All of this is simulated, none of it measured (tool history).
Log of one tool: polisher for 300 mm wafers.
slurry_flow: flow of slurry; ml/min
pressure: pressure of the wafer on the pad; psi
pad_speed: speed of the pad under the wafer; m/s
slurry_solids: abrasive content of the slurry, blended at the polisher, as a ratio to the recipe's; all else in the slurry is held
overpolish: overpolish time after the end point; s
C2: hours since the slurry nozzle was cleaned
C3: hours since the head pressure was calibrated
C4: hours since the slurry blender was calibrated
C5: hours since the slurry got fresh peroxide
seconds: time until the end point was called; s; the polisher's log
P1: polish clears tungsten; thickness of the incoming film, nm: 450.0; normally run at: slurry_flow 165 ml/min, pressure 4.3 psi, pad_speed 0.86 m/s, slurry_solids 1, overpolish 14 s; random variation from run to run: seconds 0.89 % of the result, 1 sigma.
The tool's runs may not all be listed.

run 1 hour=11.2 | slurry_flow=165 pressure=4.3 pad_speed=0.86 slurry_solids=1 overpolish=14 | wafers_polished_on_this_pad=476 C2=98.8 C3=472.1 C4=164.4 C5=131.3 | seconds=102.72
run 2 hour=24.4 | slurry_flow=165 pressure=3.1 pad_speed=0.86 slurry_solids=1 overpolish=14 | wafers_polished_on_this_pad=605 C2=112 C3=485.3 C4=177.6 C5=144.5 | seconds=142.89
run 3 hour=43.2 | slurry_flow=165 pressure=4.3 pad_speed=1.2 slurry_solids=1 overpolish=14 | wafers_polished_on_this_pad=789 C2=130.8 C3=504.1 C4=196.4 C5=163.3 | seconds=74.15
run 4 hour=61.5 | slurry_flow=165 pressure=4.3 pad_speed=0.86 slurry_solids=1 overpolish=25 | wafers_polished_on_this_pad=968 C2=149.1 C3=522.4 C4=214.7 C5=181.6 | seconds=103.81
run 5 hour=73.5 | slurry_flow=165 pressure=4.3 pad_speed=0.86 slurry_solids=1 overpolish=14 | wafers_polished_on_this_pad=1086 C2=161.1 C3=534.4 C4=226.7 C5=193.6 | seconds=103.55
run 6 hour=82.4 | slurry_flow=165 pressure=4.3 pad_speed=0.58 slurry_solids=1 overpolish=14 | wafers_polished_on_this_pad=1173 C2=170 C3=543.3 C4=235.6 C5=202.5 | seconds=152.64
run 7 hour=94.7 | slurry_flow=165 pressure=4.3 pad_speed=0.86 slurry_solids=1 overpolish=14 | wafers_polished_on_this_pad=1293 C2=182.3 C3=555.6 C4=247.9 C5=214.8 | seconds=102.43
run 8 hour=109.4 | slurry_flow=115 pressure=4.3 pad_speed=0.58 slurry_solids=1 overpolish=14 | wafers_polished_on_this_pad=1437 C2=197 C3=570.3 C4=262.6 C5=229.5 | seconds=162.96
run 9 hour=119.5 | slurry_flow=165 pressure=4.3 pad_speed=0.86 slurry_solids=1.35 overpolish=14 | wafers_polished_on_this_pad=1536 C2=207.1 C3=580.4 C4=272.7 C5=239.6 | seconds=96.752
run 10 hour=128.7 | slurry_flow=165 pressure=4.3 pad_speed=0.86 slurry_solids=1 overpolish=14 | wafers_polished_on_this_pad=1626 C2=216.3 C3=589.6 C4=281.9 C5=248.8 | seconds=102.61
run 11 hour=145.7 | slurry_flow=120 pressure=4.3 pad_speed=1.08 slurry_solids=1 overpolish=14 | wafers_polished_on_this_pad=1793 C2=233.3 C3=606.6 C4=298.9 C5=265.8 | seconds=86.393
run 12 hour=158.2 | slurry_flow=260 pressure=4.3 pad_speed=0.86 slurry_solids=1 overpolish=14 | wafers_polished_on_this_pad=1915 C2=245.8 C3=619.1 C4=311.4 C5=278.3 | seconds=97.056
run 13 hour=174.1 | slurry_flow=165 pressure=4.3 pad_speed=0.86 slurry_solids=0.6 overpolish=14 | wafers_polished_on_this_pad=2071 C2=261.7 C3=635 C4=327.3 C5=294.2 | seconds=116.07
run 14 hour=183.7 | slurry_flow=165 pressure=4.3 pad_speed=0.86 slurry_solids=1 overpolish=7 | wafers_polished_on_this_pad=2165 C2=271.3 C3=644.6 C4=336.9 C5=303.8 | seconds=105.36
run 15 hour=201.4 | slurry_flow=165 pressure=4.3 pad_speed=0.86 slurry_solids=1 overpolish=14 | wafers_polished_on_this_pad=2338 C2=289 C3=662.3 C4=354.6 C5=321.5 | seconds=105.07
run 16 hour=212.6 | slurry_flow=165 pressure=6.6 pad_speed=0.86 slurry_solids=1 overpolish=14 | wafers_polished_on_this_pad=2448 C2=300.2 C3=673.5 C4=365.8 C5=332.7 | seconds=67.752
-- hour=216.6 slurry tank refilled with fresh slurry and peroxide
run 17 hour=221.5 | slurry_flow=100 pressure=4.3 pad_speed=0.86 slurry_solids=1 overpolish=14 | wafers_polished_on_this_pad=2535 C2=309.1 C3=682.4 C4=374.7 C5=4.9 | seconds=116.04
run 18 hour=240.1 | slurry_flow=165 pressure=4.3 pad_speed=0.86 slurry_solids=1 overpolish=14 | wafers_polished_on_this_pad=2717 C2=327.7 C3=701 C4=393.3 C5=23.5 | seconds=101.84
run 19 hour=255.1 | slurry_flow=165 pressure=4.3 pad_speed=0.86 slurry_solids=1 overpolish=14 | wafers_polished_on_this_pad=2864 C2=342.7 C3=716 C4=408.3 C5=38.5 | seconds=104.43
run 20 hour=263.8 | slurry_flow=165 pressure=4.3 pad_speed=0.86 slurry_solids=1 overpolish=14 | wafers_polished_on_this_pad=2950 C2=351.4 C3=724.7 C4=417 C5=47.2 | seconds=104.24
run 21 hour=274.2 | slurry_flow=165 pressure=4.3 pad_speed=0.86 slurry_solids=1 overpolish=14 | wafers_polished_on_this_pad=3051 C2=361.8 C3=735.1 C4=427.4 C5=57.6 | seconds=108.36
run 22 hour=291.8 | slurry_flow=165 pressure=4.3 pad_speed=0.86 slurry_solids=1 overpolish=14 | wafers_polished_on_this_pad=3224 C2=379.4 C3=752.7 C4=445 C5=75.2 | seconds=109.05
-- hour=296.4 worn pad replaced by a new one
-- hour=299.9 slurry blender recalibrated
run 23 hour=300.7 | slurry_flow=165 pressure=4.3 pad_speed=0.86 slurry_solids=1 overpolish=14 | wafers_polished_on_this_pad=42 C2=388.3 C3=761.6 C4=0.9 C5=84.1 | seconds=110.62
run 24 hour=315.4 | slurry_flow=165 pressure=4.3 pad_speed=0.86 slurry_solids=1 overpolish=14 | wafers_polished_on_this_pad=186 C2=403 C3=776.3 C4=15.6 C5=98.8 | seconds=111.13
-- hour=318.9 head pressure recalibrated
run 25 hour=324.4 | slurry_flow=165 pressure=4.3 pad_speed=0.86 slurry_solids=1 overpolish=14 | wafers_polished_on_this_pad=274 C2=412 C3=5.5 C4=24.6 C5=107.8 | seconds=112.94
run 26 hour=335.5 | slurry_flow=165 pressure=4.3 pad_speed=0.86 slurry_solids=1 overpolish=14 | wafers_polished_on_this_pad=383 C2=423.1 C3=16.6 C4=35.7 C5=118.9 | seconds=112
run 27 hour=354 | slurry_flow=165 pressure=4.3 pad_speed=0.86 slurry_solids=1 overpolish=14 | wafers_polished_on_this_pad=564 C2=441.6 C3=35.1 C4=54.2 C5=137.4 | seconds=113.43
run 28 hour=365 | slurry_flow=165 pressure=4.3 pad_speed=0.86 slurry_solids=1 overpolish=14 | wafers_polished_on_this_pad=672 C2=452.6 C3=46.1 C4=65.2 C5=148.4 | seconds=110.78

What P1 gives has crept away from where it was. These 2 causes fit the log equally well, each at the size given:
A: slurry flow missing at the pad, % = 33.5
B: peroxide lost from the slurry, % = 18.2
The creep began at about hour 255.1.
Why every other cause is out:
removal rate lost through wear of the pad, %: serviced at hour 296.4, which brought nothing back
head's pressure below its setpoint, %: serviced at hour 318.9, which brought nothing back
abrasive missing from the slurry, %: serviced at hour 299.9, which brought nothing back

4 check runs are offered, each on 5 wafers whose results are averaged, their results left as question marks. Which one tells the causes apart?
run check 1 hour=376 | slurry_flow=165 pressure=4.3 pad_speed=0.86 slurry_solids=0.65 overpolish=14 | seconds=?
run check 2 hour=376 | slurry_flow=110 pressure=4.3 pad_speed=0.64 slurry_solids=1 overpolish=14 | seconds=?
run check 3 hour=376 | slurry_flow=165 pressure=4.3 pad_speed=0.86 slurry_solids=0.7 overpolish=14 | seconds=?
run check 4 hour=376 | slurry_flow=165 pressure=5.5 pad_speed=0.86 slurry_solids=1 overpolish=14 | seconds=?

What each check would give under each cause:
check=check_1 result=seconds if_A=123.81 if_B=123.77
check=check_2 result=seconds if_A=168.39 if_B=162.71
check=check_3 result=seconds if_A=121.74 if_B=121.7
check=check_4 result=seconds if_A=87.609 if_B=87.581
How far apart the two closest causes lie, in the result that separates them most: check 1 0.03 %; check 2 3.43 %; check 3 0.03 %; check 4 0.03 %
Check 2 tells the causes apart: in the others they would give nearly the same result.

Then check 2 was run and gave: seconds 167.55 s. Which cause is it?

It is A: slurry flow missing at the pad, %.

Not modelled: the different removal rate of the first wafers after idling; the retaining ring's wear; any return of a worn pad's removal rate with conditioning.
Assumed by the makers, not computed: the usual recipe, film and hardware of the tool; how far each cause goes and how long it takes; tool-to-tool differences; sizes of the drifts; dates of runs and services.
